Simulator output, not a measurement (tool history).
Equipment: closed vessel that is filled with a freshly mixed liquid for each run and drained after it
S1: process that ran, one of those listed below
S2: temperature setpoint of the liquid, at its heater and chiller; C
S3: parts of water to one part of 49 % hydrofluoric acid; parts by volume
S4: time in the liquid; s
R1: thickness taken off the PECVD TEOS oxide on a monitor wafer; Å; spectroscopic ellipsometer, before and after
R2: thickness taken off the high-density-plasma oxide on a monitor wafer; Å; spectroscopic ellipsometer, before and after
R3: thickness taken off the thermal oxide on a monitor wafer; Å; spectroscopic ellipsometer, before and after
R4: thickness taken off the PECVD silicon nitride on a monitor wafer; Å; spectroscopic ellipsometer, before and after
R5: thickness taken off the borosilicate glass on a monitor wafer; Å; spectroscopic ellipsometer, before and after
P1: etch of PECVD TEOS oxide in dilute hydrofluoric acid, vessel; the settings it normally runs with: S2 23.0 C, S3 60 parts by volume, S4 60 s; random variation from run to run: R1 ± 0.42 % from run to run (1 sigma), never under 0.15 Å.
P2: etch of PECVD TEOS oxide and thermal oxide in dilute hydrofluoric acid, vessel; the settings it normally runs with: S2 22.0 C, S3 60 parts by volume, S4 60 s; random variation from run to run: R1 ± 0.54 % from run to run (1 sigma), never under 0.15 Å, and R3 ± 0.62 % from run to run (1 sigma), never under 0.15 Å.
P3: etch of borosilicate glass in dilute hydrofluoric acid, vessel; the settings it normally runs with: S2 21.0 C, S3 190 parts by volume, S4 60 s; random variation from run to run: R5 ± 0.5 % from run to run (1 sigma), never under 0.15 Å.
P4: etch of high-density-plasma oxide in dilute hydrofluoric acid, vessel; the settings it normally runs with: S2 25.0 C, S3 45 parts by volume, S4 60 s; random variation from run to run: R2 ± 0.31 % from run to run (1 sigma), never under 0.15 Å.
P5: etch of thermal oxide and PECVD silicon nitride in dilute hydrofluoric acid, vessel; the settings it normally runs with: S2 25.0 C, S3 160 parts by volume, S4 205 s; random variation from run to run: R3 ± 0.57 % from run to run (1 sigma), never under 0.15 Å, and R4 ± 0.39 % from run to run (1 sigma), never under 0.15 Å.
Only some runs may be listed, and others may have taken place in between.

{"run": 1, "hour": 5.0, "S1": "P1", "S2": 23.0, "S3": 60, "S4": 60, "R1": 183.6}
{"run": 2, "hour": 11.6, "S1": "P1", "S2": 23.0, "S3": 60, "S4": 105, "R1": 318.04}
{"run": 3, "hour": 16.4, "S1": "P1", "S2": 31.0, "S3": 60, "S4": 60, "R1": 252.48}
{"run": 4, "hour": 23.1, "S1": "P1", "S2": 23.0, "S3": 60, "S4": 60, "R1": 184.02}
{"run": 5, "hour": 28.8, "S1": "P4", "S2": 25.0, "S3": 45, "S4": 30, "R2": 71.17}
{"run": 6, "hour": 32.5, "S1": "P2", "S2": 22.0, "S3": 20, "S4": 60, "R1": 895.07, "R3": 138.9}
{"run": 7, "hour": 37.7, "S1": "P1", "S2": 23.0, "S3": 30, "S4": 60, "R1": 378.45}
{"run": 8, "hour": 41.2, "S1": "P5", "S2": 32.0, "S3": 160, "S4": 205, "R3": 74.23, "R4": 80.027}
{"run": 9, "hour": 49.1, "S1": "P3", "S2": 21.0, "S3": 190, "S4": 60, "R5": 69.059}
{"run": 10, "hour": 56.3, "S1": "P4", "S2": 20.5, "S3": 45, "S4": 60, "R2": 116.98}
{"run": 11, "hour": 60.9, "S1": "P3", "S2": 21.0, "S3": 190, "S4": 60, "R5": 68.913}
{"run": 12, "hour": 65.9, "S1": "P1", "S2": 23.0, "S3": 100, "S4": 105, "R1": 182.22}
{"run": 13, "hour": 70.5, "S1": "P2", "S2": 17.0, "S3": 60, "S4": 60, "R1": 228.42, "R3": 35.769}
{"run": 14, "hour": 76.9, "S1": "P4", "S2": 25.0, "S3": 80, "S4": 60, "R2": 75.701}
{"run": 15, "hour": 84.7, "S1": "P2", "S2": 22.0, "S3": 60, "S4": 60, "R1": 281.8, "R3": 44.135}
{"run": 16, "hour": 92.4, "S1": "P1", "S2": 23.0, "S3": 60, "S4": 30, "R1": 91.432}
{"run": 17, "hour": 98.9, "S1": "P1", "S2": 23.0, "S3": 95, "S4": 60, "R1": 110.73}
{"run": 18, "hour": 105.7, "S1": "P4", "S2": 25.0, "S3": 45, "S4": 60, "R2": 140.86}
{"run": 19, "hour": 112.2, "S1": "P1", "S2": 23.0, "S3": 60, "S4": 60, "R1": 183.47}
{"run": 20, "hour": 120.2, "S1": "P1", "S2": 23.0, "S3": 60, "S4": 60, "R1": 182.31}
{"run": 21, "hour": 124.0, "S1": "P3", "S2": 17.0, "S3": 190, "S4": 60, "R5": 58.304}
{"run": 22, "hour": 127.6, "S1": "P3", "S2": 21.0, "S3": 350, "S4": 60, "R5": 32.57}
{"run": 23, "hour": 134.5, "S1": "P2", "S2": 22.0, "S3": 60, "S4": 60, "R1": 283.55, "R3": 44.236}
{"run": 24, "hour": 138.0, "S1": "P5", "S2": 25.0, "S3": 160, "S4": 205, "R3": 57.459, "R4": 52.154}
{"run": 25, "hour": 143.9, "S1": "P2", "S2": 22.0, "S3": 60, "S4": 30, "R1": 140.09, "R3": 22.197}
{"run": 26, "hour": 149.0, "S1": "P5", "S2": 25.0, "S3": 160, "S4": 35, "R3": 9.5745, "R4": 8.7281}
{"run": 27, "hour": 153.0, "S1": "P1", "S2": 23.0, "S3": 60, "S4": 60, "R1": 183.18}
{"run": 28, "hour": 159.4, "S1": "P1", "S2": 17.0, "S3": 60, "S4": 60, "R1": 141.8}
{"run": 29, "hour": 163.0, "S1": "P5", "S2": 25.0, "S3": 220, "S4": 205, "R3": 39.628, "R4": 37.658}
{"run": 30, "hour": 167.0, "S1": "P1", "S2": 23.0, "S3": 60, "S4": 60, "R1": 183.52}
{"run": 31, "hour": 174.0, "S1": "P3", "S2": 21.0, "S3": 190, "S4": 30, "R5": 34.608}
{"run": 32, "hour": 180.4, "S1": "P1", "S2": 23.0, "S3": 60, "S4": 60, "R1": 183.49}
{"run": 33, "hour": 187.9, "S1": "P1", "S2": 23.0, "S3": 60, "S4": 60, "R1": 187.79}
{"run": 34, "hour": 193.6, "S1": "P1", "S2": 23.0, "S3": 60, "S4": 60, "R1": 191.39}
{"run": 35, "hour": 197.5, "S1": "P1", "S2": 23.0, "S3": 60, "S4": 60, "R1": 193.32}
{"run": 36, "hour": 202.6, "S1": "P1", "S2": 23.0, "S3": 60, "S4": 60, "R1": 193.62}
{"run": 37, "hour": 210.3, "S1": "P1", "S2": 23.0, "S3": 60, "S4": 60, "R1": 195.25}
{"run": 38, "hour": 214.0, "S1": "P1", "S2": 23.0, "S3": 60, "S4": 60, "R1": 197.26}
{"run": 39, "hour": 221.4, "S1": "P1", "S2": 23.0, "S3": 60, "S4": 60, "R1": 196.41}
{"run": 40, "hour": 227.6, "S1": "P1", "S2": 23.0, "S3": 60, "S4": 60, "R1": 197.03}
{"run": 41, "hour": 232.3, "S1": "P1", "S2": 23.0, "S3": 60, "S4": 60, "R1": 195.73}

The log shows P1 creeping away from where it was. Any of the 2 causes listed here, at the size stated for it, fits the log just as well as the others:
A: liquid hotter than its thermometer reads (K) = 1.8
B: hydrofluoric acid flow above the setpoint (%) = 7.08
The onset of the drift is placed at about hour 180.4.

Consider the 4 single-wafer check runs listed below, results given as question marks: which one distinguishes between the causes by giving clearly different results for each?
{"run": "check 1", "hour": 237.0, "S1": "P2", "S2": 17.0, "S3": 60, "S4": 30, "R1": "?", "R3": "?"}
{"run": "check 2", "hour": 237.0, "S1": "P3", "S2": 17.0, "S3": 190, "S4": 60, "R5": "?"}
{"run": "check 3", "hour": 237.0, "S1": "P4", "S2": 25.0, "S3": 75, "S4": 60, "R2": "?"}
{"run": "check 4", "hour": 237.0, "S1": "P5", "S2": 32.0, "S3": 160, "S4": 205, "R3": "?", "R4": "?"}

If the cause were each of the candidates in turn, the checks would give the following:
check=check_1 result=R1 if_A=123.370 if_B=122.830
check=check_1 result=R3 if_A=19.3850 if_B=19.3000
check=check_2 result=R5 if_A=63.216 if_B=63.762
check=check_3 result=R2 if_A=87.341 if_B=87.643
check=check_4 result=R3 if_A=79.1590 if_B=80.8050
check=check_4 result=R4 if_A=88.9440 if_B=85.7330
Smallest distance between any two causes, each pair judged by its most separating result, in per cent: check 1 0.44 %; check 2 0.86 %; check 3 0.35 %; check 4 3.68 %
Only in check 4 would the causes give clearly different results; in the remaining checks their results would be nearly the same.

Check 4 was then run and gave: R3 78.6640 Å; R4 88.9310 Å. Which cause is it?

The cause is A: liquid hotter than its thermometer reads (K).
